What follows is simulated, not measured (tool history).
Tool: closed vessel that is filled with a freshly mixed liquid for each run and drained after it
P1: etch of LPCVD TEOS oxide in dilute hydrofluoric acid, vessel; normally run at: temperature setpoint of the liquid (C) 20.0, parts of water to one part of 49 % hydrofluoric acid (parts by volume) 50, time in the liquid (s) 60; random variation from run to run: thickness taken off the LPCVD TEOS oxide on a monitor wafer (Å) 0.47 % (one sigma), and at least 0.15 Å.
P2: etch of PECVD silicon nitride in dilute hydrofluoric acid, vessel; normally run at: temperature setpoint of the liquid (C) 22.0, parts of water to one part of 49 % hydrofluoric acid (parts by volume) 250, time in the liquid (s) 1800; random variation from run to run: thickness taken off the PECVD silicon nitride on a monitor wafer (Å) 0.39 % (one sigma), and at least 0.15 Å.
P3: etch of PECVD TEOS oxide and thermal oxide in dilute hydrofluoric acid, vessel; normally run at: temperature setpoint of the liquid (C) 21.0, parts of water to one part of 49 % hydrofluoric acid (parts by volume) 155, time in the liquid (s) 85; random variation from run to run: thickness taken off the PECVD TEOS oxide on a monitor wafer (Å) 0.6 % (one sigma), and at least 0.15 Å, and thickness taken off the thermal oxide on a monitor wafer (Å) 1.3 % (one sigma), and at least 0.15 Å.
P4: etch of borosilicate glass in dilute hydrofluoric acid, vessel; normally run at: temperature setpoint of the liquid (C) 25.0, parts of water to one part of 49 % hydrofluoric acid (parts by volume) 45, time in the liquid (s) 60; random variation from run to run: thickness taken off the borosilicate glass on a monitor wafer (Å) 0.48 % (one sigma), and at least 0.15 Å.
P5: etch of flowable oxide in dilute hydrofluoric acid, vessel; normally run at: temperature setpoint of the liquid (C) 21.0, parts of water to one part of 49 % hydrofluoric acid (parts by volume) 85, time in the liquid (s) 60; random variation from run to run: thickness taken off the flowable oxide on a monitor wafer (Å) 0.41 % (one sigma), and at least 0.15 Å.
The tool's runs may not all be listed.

run,hour,process that ran,temperature setpoint of the liquid (C),parts of water to one part of 49 % hydrofluoric acid (parts by volume),time in the liquid (s),hours since the thermometer was replaced,hours since the hydrofluoric acid flow meter was replaced,thickness taken off the LPCVD TEOS oxide on a monitor wafer (Å),thickness taken off the PECVD silicon nitride on a monitor wafer (Å),thickness taken off the borosilicate glass on a monitor wafer (Å),thickness taken off the flowable oxide on a monitor wafer (Å),thickness taken off the PECVD TEOS oxide on a monitor wafer (Å),thickness taken off the thermal oxide on a monitor wafer (Å)
1,15.8,P1,20.0,50,60,1378.3,184.7,595.30,,,,,
2,27.0,P1,20.0,50,30,1389.5,195.9,298.09,,,,,
3,43.8,P2,22.0,250,1800,1406.3,212.7,,124.190,,,,
4,59.7,P4,33.0,45,60,1422.2,228.6,,,583.30,,,
5,68.9,P1,26.0,50,60,1431.4,237.8,763.61,,,,,
6,78.2,P5,21.0,85,120,1440.7,247.1,,,,503.78,,
7,89.0,P1,17.0,50,60,1451.5,257.9,524.80,,,,,
8,101.3,P1,20.0,50,60,1463.8,270.2,598.18,,,,,
9,117.0,P3,21.0,40,85,1479.5,285.9,,,,,203.260,101.280
10,127.5,P5,21.0,85,60,1490.0,296.4,,,,251.18,,
11,135.5,P1,20.0,50,60,1498.0,304.4,594.61,,,,,
12,150.6,P1,20.0,25,115,1513.1,319.5,2355.30,,,,,
13,158.1,P4,25.0,45,30,1520.6,327.0,,,214.33,,,
14,168.3,P3,21.0,155,135,1530.8,337.2,,,,,72.120,36.544
15,175.7,P5,17.5,85,60,1538.2,344.6,,,,215.95,,
16,185.4,P4,25.0,45,60,1547.9,354.3,,,426.70,,,
17,196.5,P3,25.0,155,85,1559.0,365.4,,,,,53.525,26.970
18,212.3,P2,22.0,250,360,1574.8,381.2,,24.824,,,,
19,222.9,P2,22.0,70,1800,1585.4,391.8,,430.800,,,,
20,235.1,P5,21.0,40,60,1597.6,404.0,,,,569.41,,
21,243.0,P1,20.0,25,60,1605.5,411.9,1221.80,,,,,
22,254.7,P1,20.0,50,60,1617.2,423.6,597.12,,,,,
23,268.2,P2,17.0,250,1800,1630.7,437.1,,89.358,,,,
24,275.9,P1,20.0,50,60,1638.4,444.8,592.73,,,,,
25,283.3,P1,20.0,70,60,1645.8,452.2,414.45,,,,,
26,292.2,P1,20.0,50,120,1654.7,461.1,1192.90,,,,,
27,308.8,P1,20.0,50,60,1671.3,477.7,597.05,,,,,
28,325.2,P3,21.0,155,85,1687.7,494.1,,,,,46.231,23.085
29,335.6,P4,25.0,80,60,1698.1,504.5,,,228.72,,,
30,349.7,P1,20.0,50,60,1712.2,518.6,598.54,,,,,
31,359.9,P1,20.0,50,60,1722.4,528.8,576.43,,,,,
32,368.5,P1,20.0,50,60,1731.0,537.4,564.19,,,,,
33,385.3,P1,20.0,50,60,1747.8,554.2,548.88,,,,,
34,401.2,P1,20.0,50,60,1763.7,570.1,539.16,,,,,
35,415.5,P1,20.0,50,60,1778.0,584.4,541.44,,,,,
36,424.9,P1,20.0,50,60,1787.4,593.8,538.14,,,,,
37,441.1,P1,20.0,50,60,1803.6,610.0,542.98,,,,,

What P1 gives has crept away from where it was. These 2 causes fit the log equally well, each at the size given:
A: liquid colder than its thermometer reads (K) = 2.35
B: hydrofluoric acid flow below the setpoint (%) = 9.03
The creep began at about hour 349.7.

4 check runs are offered, one wafer each, their results left as question marks. Which one tells the causes apart?
check 1,457.3,P4,25.0,65,60,,,,,?,,,
check 2,457.3,P3,21.0,45,130,,,,,,,?,?
check 3,457.3,P2,17.0,165,1800,,,,?,,,,
check 4,457.3,P5,18.0,50,60,,,,,,?,,

What each check would give under each cause:
check,result,if A,if B
check 1,thickness taken off the borosilicate glass on a monitor wafer (Å),260.67,258.74
check 2,thickness taken off the PECVD TEOS oxide on a monitor wafer (Å),246.960,246.980
check 2,thickness taken off the thermal oxide on a monitor wafer (Å),123.170,123.180
check 3,thickness taken off the PECVD silicon nitride on a monitor wafer (Å),113.560,121.920
check 4,thickness taken off the flowable oxide on a monitor wafer (Å),355.01,355.75
How far apart the two closest causes lie, in the result that separates them most: check 1 0.74 %; check 2 0.01 %; check 3 7.1 %; check 4 0.21 %
Check 3 tells the causes apart: in the others they would give nearly the same result.

Then check 3 was run and gave: thickness taken off the PECVD silicon nitride on a monitor wafer (Å) 113.740. Which cause is it?

It is A: liquid colder than its thermometer reads (K).

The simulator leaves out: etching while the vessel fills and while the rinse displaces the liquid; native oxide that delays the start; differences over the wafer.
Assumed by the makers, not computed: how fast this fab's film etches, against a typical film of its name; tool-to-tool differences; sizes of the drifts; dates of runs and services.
